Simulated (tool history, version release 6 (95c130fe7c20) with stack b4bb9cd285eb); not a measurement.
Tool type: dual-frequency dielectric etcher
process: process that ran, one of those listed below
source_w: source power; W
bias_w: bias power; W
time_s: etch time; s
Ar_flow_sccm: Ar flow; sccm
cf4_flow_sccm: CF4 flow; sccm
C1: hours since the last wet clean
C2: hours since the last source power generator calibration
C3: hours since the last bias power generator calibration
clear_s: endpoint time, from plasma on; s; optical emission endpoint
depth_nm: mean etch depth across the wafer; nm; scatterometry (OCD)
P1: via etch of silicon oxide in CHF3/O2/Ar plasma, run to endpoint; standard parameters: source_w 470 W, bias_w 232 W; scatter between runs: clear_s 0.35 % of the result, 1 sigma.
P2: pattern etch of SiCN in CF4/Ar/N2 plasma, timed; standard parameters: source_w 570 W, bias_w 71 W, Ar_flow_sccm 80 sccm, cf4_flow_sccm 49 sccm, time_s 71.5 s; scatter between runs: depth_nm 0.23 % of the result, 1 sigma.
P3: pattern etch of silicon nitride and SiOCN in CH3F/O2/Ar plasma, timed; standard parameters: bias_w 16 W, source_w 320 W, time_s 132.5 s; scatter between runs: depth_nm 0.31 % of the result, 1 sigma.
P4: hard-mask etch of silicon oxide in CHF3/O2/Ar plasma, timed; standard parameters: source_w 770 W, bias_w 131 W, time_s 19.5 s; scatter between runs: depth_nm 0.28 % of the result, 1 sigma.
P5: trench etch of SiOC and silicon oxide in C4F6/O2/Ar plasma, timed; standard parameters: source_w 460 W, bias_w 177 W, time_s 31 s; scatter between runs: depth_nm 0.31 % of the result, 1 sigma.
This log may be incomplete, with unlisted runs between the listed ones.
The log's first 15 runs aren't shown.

{"run": 16, "day": 1.9, "process": "P5", "source_w": 460, "bias_w": 177, "time_s": 17.5, "C1": 98, "C2": 729.1, "C3": 2931.9, "depth_nm": 37.622}
{"run": 17, "day": 1.983, "process": "P3", "source_w": 320, "bias_w": 10, "time_s": 132.5, "C1": 100, "C2": 731.1, "C3": 2933.9, "depth_nm": 12.152}
{"run": 18, "day": 2.088, "process": "P1", "source_w": 470, "bias_w": 232, "C1": 102.5, "C2": 733.6, "C3": 2936.4, "clear_s": 329.93}
{"run": 19, "day": 2.208, "process": "P2", "source_w": 800, "bias_w": 71, "time_s": 71.5, "Ar_flow_sccm": 80, "cf4_flow_sccm": 49, "C1": 105.4, "C2": 736.5, "C3": 2939.3, "depth_nm": 98.049}
{"run": 20, "day": 2.325, "process": "P4", "source_w": 770, "bias_w": 131, "time_s": 19.5, "C1": 108.2, "C2": 739.3, "C3": 2942.1, "depth_nm": 38.799}
{"run": 21, "day": 2.454, "process": "P4", "source_w": 770, "bias_w": 131, "time_s": 19.5, "C1": 111.3, "C2": 742.4, "C3": 2945.2, "depth_nm": 38.994}
{"run": 22, "day": 2.562, "process": "P2", "source_w": 570, "bias_w": 53, "time_s": 71.5, "Ar_flow_sccm": 80, "cf4_flow_sccm": 49, "C1": 113.9, "C2": 745, "C3": 2947.8, "depth_nm": 66.004}
{"run": 23, "day": 2.642, "process": "P4", "source_w": 770, "bias_w": 164, "time_s": 19.5, "C1": 115.8, "C2": 746.9, "C3": 2949.7, "depth_nm": 41.809}
{"run": 24, "day": 2.742, "process": "P2", "source_w": 570, "bias_w": 71, "time_s": 105.5, "Ar_flow_sccm": 80, "cf4_flow_sccm": 49, "C1": 118.2, "C2": 749.3, "C3": 2952.1, "depth_nm": 107.85}
{"run": 25, "day": 2.888, "process": "P5", "source_w": 270, "bias_w": 177, "time_s": 31, "C1": 121.7, "C2": 752.8, "C3": 2955.6, "depth_nm": 53.922}
{"run": 26, "day": 3.062, "process": "P5", "source_w": 460, "bias_w": 211, "time_s": 31, "C1": 125.9, "C2": 757, "C3": 2959.8, "depth_nm": 69.897}
{"run": 27, "day": 3.142, "process": "P1", "source_w": 340, "bias_w": 161, "C1": 127.8, "C2": 758.9, "C3": 2961.7, "clear_s": 422.21}
{"run": 28, "day": 3.3, "process": "P3", "source_w": 440, "bias_w": 16, "time_s": 132.5, "C1": 131.6, "C2": 762.7, "C3": 2965.5, "depth_nm": 16.328}
{"run": 29, "day": 3.433, "process": "P1", "source_w": 470, "bias_w": 276, "C1": 134.8, "C2": 765.9, "C3": 2968.7, "clear_s": 309.62}
{"run": 30, "day": 3.55, "process": "P3", "source_w": 320, "bias_w": 16, "time_s": 193.5, "C1": 137.6, "C2": 768.7, "C3": 2971.5, "depth_nm": 21.293}
{"day": 3.6, "done": "source power generator calibrated"}
{"run": 31, "day": 3.633, "process": "P1", "source_w": 470, "bias_w": 161, "C1": 139.6, "C2": 0.8, "C3": 2973.5, "clear_s": 370.86}
{"run": 32, "day": 3.742, "process": "P2", "source_w": 570, "bias_w": 71, "time_s": 71.5, "Ar_flow_sccm": 80, "cf4_flow_sccm": 49, "C1": 142.2, "C2": 3.4, "C3": 2976.1, "depth_nm": 72.742}
{"run": 33, "day": 3.85, "process": "P4", "source_w": 460, "bias_w": 131, "time_s": 19.5, "C1": 144.8, "C2": 6, "C3": 2978.7, "depth_nm": 31.848}
{"run": 34, "day": 4.033, "process": "P1", "source_w": 470, "bias_w": 232, "C1": 149.2, "C2": 10.4, "C3": 2983.1, "clear_s": 329.41}
{"run": 35, "day": 4.129, "process": "P1", "source_w": 470, "bias_w": 232, "C1": 151.5, "C2": 12.7, "C3": 2985.4, "clear_s": 330.68}
{"run": 36, "day": 4.296, "process": "P1", "source_w": 470, "bias_w": 232, "C1": 155.5, "C2": 16.7, "C3": 2989.4, "clear_s": 331.67}
{"run": 37, "day": 4.425, "process": "P1", "source_w": 470, "bias_w": 232, "C1": 158.6, "C2": 19.8, "C3": 2992.5, "clear_s": 333.34}
{"run": 38, "day": 4.508, "process": "P1", "source_w": 470, "bias_w": 232, "C1": 160.6, "C2": 21.8, "C3": 2994.5, "clear_s": 334.44}
{"run": 39, "day": 4.638, "process": "P1", "source_w": 470, "bias_w": 232, "C1": 163.7, "C2": 24.9, "C3": 2997.6, "clear_s": 333.93}

Expected results for the next run?
{"run": 40, "day": 4.812, "process": "P1", "source_w": 470, "bias_w": 232, "C1": 167.9, "C2": 29.1, "C3": 3001.8, "clear_s": "?"}

{"run 40": {"clear_s": 334.23}}
